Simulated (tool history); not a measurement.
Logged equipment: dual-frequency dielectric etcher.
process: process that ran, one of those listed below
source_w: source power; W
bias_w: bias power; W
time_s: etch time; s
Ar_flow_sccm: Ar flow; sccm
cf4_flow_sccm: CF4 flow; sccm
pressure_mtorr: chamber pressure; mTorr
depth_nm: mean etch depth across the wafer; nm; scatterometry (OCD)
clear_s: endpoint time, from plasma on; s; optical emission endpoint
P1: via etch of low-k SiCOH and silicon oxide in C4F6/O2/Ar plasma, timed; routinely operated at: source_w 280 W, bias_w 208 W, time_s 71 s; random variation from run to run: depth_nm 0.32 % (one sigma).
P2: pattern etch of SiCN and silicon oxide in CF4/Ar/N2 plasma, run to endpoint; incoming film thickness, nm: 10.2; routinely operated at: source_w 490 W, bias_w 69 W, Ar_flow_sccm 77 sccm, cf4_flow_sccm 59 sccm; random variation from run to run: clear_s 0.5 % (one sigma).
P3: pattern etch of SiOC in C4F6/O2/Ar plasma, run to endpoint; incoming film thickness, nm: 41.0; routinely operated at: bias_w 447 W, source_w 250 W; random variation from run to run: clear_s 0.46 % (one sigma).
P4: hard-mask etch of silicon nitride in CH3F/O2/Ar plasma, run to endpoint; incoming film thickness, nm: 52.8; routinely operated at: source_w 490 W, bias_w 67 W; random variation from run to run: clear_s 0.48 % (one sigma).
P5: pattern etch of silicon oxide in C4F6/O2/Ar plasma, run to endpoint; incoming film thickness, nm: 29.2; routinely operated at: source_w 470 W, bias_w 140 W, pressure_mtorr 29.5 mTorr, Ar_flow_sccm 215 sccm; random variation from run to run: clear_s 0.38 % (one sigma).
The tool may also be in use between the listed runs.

run     day  process  source_w  bias_w  time_s  Ar_flow_sccm  cf4_flow_sccm  pressure_mtorr  depth_nm  clear_s
  1   0.496       P1       280     208      71                                                  178.1
  2    1.15       P2       490      91                    77             59                              10.33
  3   1.692       P4       490      86                                                                  67.483
  4   2.025       P1       280     208      71                                                 177.98
  5     2.4       P2       490      69                    77             59                             11.459
  6   3.092       P3       250     447                                                                  17.104
  7   3.708       P4       400      67                                                                  79.884
  8   4.046       P2       490      69                    77             38                             12.188
  9   4.608       P2       490      69                   103             59                             11.877
 10   5.129       P4       490      67                                                                  74.083
 11   5.729       P1       230     208    91.5                                                 211.16
 12   6.217       P1       180     208      71                                                 149.46
 13   6.667       P2       640      69                    77             59                             9.0143
 14   6.992       P5       470     140                   215                           39.5             9.5552
 15   7.517       P3       340     447                                                                  15.193
 16   8.075       P1       280     266    91.5                                                 248.54
 17   8.533       P5       470     140                   161                           29.5             8.9338
 18   9.046       P5       470     140                   215                           29.5             9.1726
 19   9.667       P1       280     208      71                                                 176.83
 20  10.308       P3       250     447                                                                  17.283
     10.446  -- bias power generator calibrated
 21    10.7       P1       280     208      71                                                 177.78
 22  11.112       P1       280     146      71                                                 157.86
 23  11.429       P1       280     208    40.5                                                 101.42
 24  11.912       P5       580     140                   215                           29.5             8.3861
 25  12.446       P3       250     573                                                                  15.796
 26  12.871       P1       280     208      71                                                 175.97
 27  13.492       P1       280     208      71                                                 176.87
 28  14.117       P5       470     140                   215                           29.5             9.1677
 29  14.775       P1       280     251      71                                                 190.04
 30  15.425       P1       280     208      71                                                 177.17
 31  15.942       P2       490      69                    77             59                             11.334
 32  16.304       P5       470     172                   215                           29.5             8.5643
 33  16.975       P1       370     208      71                                                 197.22
 34  17.454       P1       280     208   100.5                                                 252.36
 35    17.8       P1       280     208      71                                                  177.8
 36  18.358       P1       280     208      71                                                  179.4
 37  18.996       P1       280     208      71                                                  179.4
 38  19.342       P1       280     208      71                                                 179.82

The next listed run, before its measurement:
     19.812  -- wet clean of the chamber
 39  19.95       P1       280     208      71                                                      ?

{"run 39": {"depth_nm": 179.8}}
